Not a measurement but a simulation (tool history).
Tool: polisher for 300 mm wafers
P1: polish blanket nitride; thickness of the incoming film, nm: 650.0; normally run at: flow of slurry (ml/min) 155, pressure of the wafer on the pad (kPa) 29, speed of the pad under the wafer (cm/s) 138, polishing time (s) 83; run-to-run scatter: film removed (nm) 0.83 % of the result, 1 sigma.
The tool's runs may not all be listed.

| run | day | flow of slurry (ml/min) | pressure of the wafer on the pad (kPa) | speed of the pad under the wafer (cm/s) | polishing time (s) | wafers polished on this pad | hours since the slurry nozzle was cleaned | hours since the head pressure was calibrated | film removed (nm) |
|---|---|---|---|---|---|---|---|---|---|
| 1 | 0.317 | 155 | 29 | 138 | 83 | 449 | 235.2 | 188 | 193.25 |
| 2 | 0.846 | 155 | 13.1 | 138 | 83 | 558 | 247.9 | 200.7 | 88.657 |
| 3 | 1.496 | 155 | 29 | 92 | 83 | 693 | 263.5 | 216.3 | 140.99 |
| 4 | 2.125 | 95 | 29 | 138 | 83 | 823 | 278.6 | 231.4 | 174.94 |
| 5 | 2.492 | 155 | 38.6 | 138 | 83 | 898 | 287.4 | 240.2 | 261.38 |
| 6 | 2.908 | 155 | 29 | 138 | 83 | 984 | 297.4 | 250.2 | 195.12 |
| 7 | 3.454 | 210 | 29 | 138 | 83 | 1097 | 310.5 | 263.3 | 201.43 |
| 8 | 4.029 | 155 | 29 | 138 | 83 | 1216 | 324.3 | 277.1 | 193.98 |
| 9 | 4.538 | 155 | 29 | 138 | 123 | 1321 | 336.5 | 289.3 | 289.91 |
| 10 | 5 | 155 | 29 | 138 | 55 | 1416 | 347.6 | 300.4 | 127.49 |
|  | 5.067 | slurry nozzle cleaned |
| 11 | 5.379 | 155 | 29 | 208 | 83 | 1495 | 7.5 | 309.5 | 270.3 |
|  | 5.517 | worn pad replaced by a new one |
| 12 | 5.862 | 200 | 44.1 | 138 | 83 | 71 | 19.1 | 321.1 | 310.66 |
| 13 | 6.521 | 155 | 37.2 | 138 | 114 | 207 | 34.9 | 336.9 | 341.4 |
| 14 | 7.012 | 225 | 43.4 | 138 | 83 | 308 | 46.7 | 348.7 | 312.97 |
| 15 | 7.321 | 155 | 29 | 138 | 83 | 372 | 54.1 | 356.1 | 194.95 |
| 16 | 7.729 | 155 | 29 | 138 | 83 | 457 | 63.9 | 365.9 | 191.69 |
| 17 | 8.179 | 155 | 29 | 138 | 83 | 549 | 74.7 | 376.7 | 185.8 |
| 18 | 8.792 | 155 | 29 | 138 | 83 | 676 | 89.4 | 391.4 | 184.48 |
| 19 | 9.246 | 155 | 29 | 138 | 83 | 770 | 100.3 | 402.3 | 183.53 |
|  | 9.296 | worn pad replaced by a new one |
| 20 | 9.879 | 155 | 29 | 138 | 83 | 121 | 115.5 | 417.5 | 182.67 |
| 21 | 10.288 | 155 | 29 | 138 | 83 | 205 | 125.3 | 427.3 | 180.83 |
| 22 | 10.7 | 155 | 29 | 138 | 83 | 290 | 135.2 | 437.2 | 178 |
| 23 | 11.012 | 155 | 29 | 138 | 83 | 355 | 142.7 | 444.7 | 179.16 |
| 24 | 11.388 | 155 | 29 | 138 | 83 | 432 | 151.7 | 453.7 | 179.63 |

What P1 gives has crept away from where it was. These 2 causes fit the log equally well, each at the size given:
A: head's pressure below its setpoint, % = 7.23
B: slurry flow missing at the pad, % = 31.4
The creep began at about day 7.729.
Why every other cause is out:
removal rate lost through wear of the pad, %: serviced at day 9.296, which brought nothing back

4 check runs are offered, each on 3 wafers whose results are averaged, their results left as question marks. Which one tells the causes apart?
| check 1 | 11.762 | 155 | 19.3 | 138 | 109 |  |  |  | ? |
| check 2 | 11.762 | 155 | 29 | 172 | 83 |  |  |  | ? |
| check 3 | 11.762 | 100 | 29 | 138 | 83 |  |  |  | ? |
| check 4 | 11.762 | 155 | 29 | 178 | 83 |  |  |  | ? |

What each check would give under each cause:
| check | result | if A | if B |
|---|---|---|---|
| check 1 | film removed (nm) | 157.09 | 157.09 |
| check 2 | film removed (nm) | 214 | 213.99 |
| check 3 | film removed (nm) | 164 | 158.29 |
| check 4 | film removed (nm) | 219.95 | 219.95 |
How far apart the two closest causes lie, in the result that separates them most: check 1 0 %; check 2 0 %; check 3 3.55 %; check 4 0 %
Check 3 tells the causes apart: in the others they would give nearly the same result.

Then check 3 was run and gave: film removed (nm) 158.23. Which cause is it?

It is B: slurry flow missing at the pad, %.
